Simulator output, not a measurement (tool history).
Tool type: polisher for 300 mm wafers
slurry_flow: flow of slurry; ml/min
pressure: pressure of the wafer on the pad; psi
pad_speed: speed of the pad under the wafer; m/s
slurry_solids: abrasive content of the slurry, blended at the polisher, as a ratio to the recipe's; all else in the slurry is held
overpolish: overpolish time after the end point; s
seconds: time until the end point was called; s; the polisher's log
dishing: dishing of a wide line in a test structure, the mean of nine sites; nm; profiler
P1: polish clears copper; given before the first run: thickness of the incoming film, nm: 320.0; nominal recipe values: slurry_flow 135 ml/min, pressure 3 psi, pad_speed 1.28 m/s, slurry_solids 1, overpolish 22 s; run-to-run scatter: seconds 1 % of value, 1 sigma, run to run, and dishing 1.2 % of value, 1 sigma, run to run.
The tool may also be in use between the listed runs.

run,hour,slurry_flow,pressure,pad_speed,slurry_solids,overpolish,seconds,dishing
1,10.2,135,3,1.28,1,22,92.578,48.543
2,20.2,135,3,1.98,1,22,59.184,69.932
3,31,135,3,1.28,0.5,22,104.98,43.727
4,41,135,3,1.28,1.25,22,86.479,52.071
5,51,135,1.7,1.28,1,22,159.79,29.38
6,66.4,200,3,1.28,1,22,84.969,53.48
7,77,135,3,1.28,1,22,92.681,49.448
8,85.7,135,3,1.28,1,22,92.524,50.069
9,98.7,135,1.5,1.28,1.4,22,169.46,28.134
10,113.3,135,3,1.28,1,31,93.635,65.461
11,127,135,3.9,1.28,1,22,71.094,62.709
12,136.4,80,3,1.28,1,22,105.83,44.775
13,153,135,3,1.28,1,22,90.789,48.916
14,161.5,135,3,1.28,1,7,92.057,17.599
15,172.2,135,3,0.68,1,22,169.96,29.005
16,184.3,135,3,1.28,1.25,37,89.101,78.069
17,199.1,135,3,1.28,1,22,91.807,49.566
18,207,135,3,1.28,1,22,91.357,49.773
19,219.3,135,3,1.28,1,22,95.68,48.662

Run 20 comes next. What will it give?
20,230.6,135,3,1.28,1,22,?,?

Run 20 gave seconds 96.558 s, dishing 46.496 nm.

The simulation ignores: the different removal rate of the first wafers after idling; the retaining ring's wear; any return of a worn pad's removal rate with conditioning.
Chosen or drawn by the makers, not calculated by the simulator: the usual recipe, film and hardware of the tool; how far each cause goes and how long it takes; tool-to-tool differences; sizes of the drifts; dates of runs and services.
